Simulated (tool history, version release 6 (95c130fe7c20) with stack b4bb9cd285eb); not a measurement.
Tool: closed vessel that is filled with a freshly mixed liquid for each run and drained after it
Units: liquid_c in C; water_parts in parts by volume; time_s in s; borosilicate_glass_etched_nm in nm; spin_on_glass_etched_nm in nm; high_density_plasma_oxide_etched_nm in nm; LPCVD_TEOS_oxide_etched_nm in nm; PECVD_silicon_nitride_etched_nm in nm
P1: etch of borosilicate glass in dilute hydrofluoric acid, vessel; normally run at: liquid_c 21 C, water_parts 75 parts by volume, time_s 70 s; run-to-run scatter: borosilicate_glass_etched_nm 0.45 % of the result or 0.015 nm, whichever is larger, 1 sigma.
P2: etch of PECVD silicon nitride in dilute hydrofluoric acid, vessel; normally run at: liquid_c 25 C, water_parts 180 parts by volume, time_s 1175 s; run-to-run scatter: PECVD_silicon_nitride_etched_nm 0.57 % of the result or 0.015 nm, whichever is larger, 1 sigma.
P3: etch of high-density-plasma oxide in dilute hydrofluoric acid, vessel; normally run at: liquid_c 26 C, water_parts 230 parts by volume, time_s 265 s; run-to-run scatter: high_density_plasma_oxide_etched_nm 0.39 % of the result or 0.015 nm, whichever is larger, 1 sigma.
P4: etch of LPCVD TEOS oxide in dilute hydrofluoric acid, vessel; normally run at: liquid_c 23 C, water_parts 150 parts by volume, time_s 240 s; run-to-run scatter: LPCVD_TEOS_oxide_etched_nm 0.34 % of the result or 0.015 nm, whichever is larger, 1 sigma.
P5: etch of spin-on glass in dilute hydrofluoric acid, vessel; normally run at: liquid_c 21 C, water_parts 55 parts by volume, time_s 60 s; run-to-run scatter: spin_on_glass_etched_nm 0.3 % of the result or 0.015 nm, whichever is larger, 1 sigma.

run	hour	process	liquid_c	water_parts	time_s	hours since the thermometer was replaced	hours since the hydrofluoric acid flow meter was replaced	borosilicate_glass_etched_nm	spin_on_glass_etched_nm	high_density_plasma_oxide_etched_nm	LPCVD_TEOS_oxide_etched_nm	PECVD_silicon_nitride_etched_nm
1	6.2	P1	21	75	70	268	547.9	19.453				
2	13.8	P5	21	55	60	275.6	555.5		40.046			
3	23.3	P5	21	90	60	285.1	565		23.414			
4	33.9	P3	19	230	265	295.7	575.6			5.7512		
# hour 41.9: thermometer replaced
5	44.3	P4	23	150	240	2.4	586				24.384	
6	54.7	P1	21	115	70	12.8	596.4	12.221				
7	60.3	P1	21	75	70	18.4	602	19.339				
8	68.5	P1	21	75	35	26.6	610.2	9.7828				
9	78.5	P1	17	20	70	36.6	620.2	65.421				
10	88.3	P2	25	180	2265	46.4	630					65.673
11	96.1	P4	23	205	240	54.2	637.8				16.86	
12	101.1	P2	25	305	1175	59.2	642.8					20.081
13	110.6	P1	21	75	70	68.7	652.3	19.452				
14	117.1	P1	21	75	135	75.2	658.8	37.31				
15	122.4	P1	21	75	70	80.5	664.1	19.382				
16	129.6	P1	21	25	120	87.7	671.3	105.95				
17	140.2	P2	25	180	1175	98.3	681.9					34.222
18	146.8	P3	26	140	265	104.9	688.5			13.686		
19	156.2	P1	21	75	70	114.3	697.9	19.523				
20	162.1	P1	21	25	70	120.2	703.8	62.234				
21	169.9	P3	26	230	265	128	711.6			7.5025		
22	179.6	P4	23	150	30	137.7	721.3				3.066	
23	185.1	P3	26	230	30	143.2	726.8			0.82511		
24	191.5	P1	24	75	100	149.6	733.2	31.448				
25	199.1	P5	17	55	60	157.2	740.8		33.734			

The next listed run, before its measurement:
26	209.9	P4	18	150	240	168	751.6				?	

LPCVD_TEOS_oxide_etched_nm: 20.078 nm
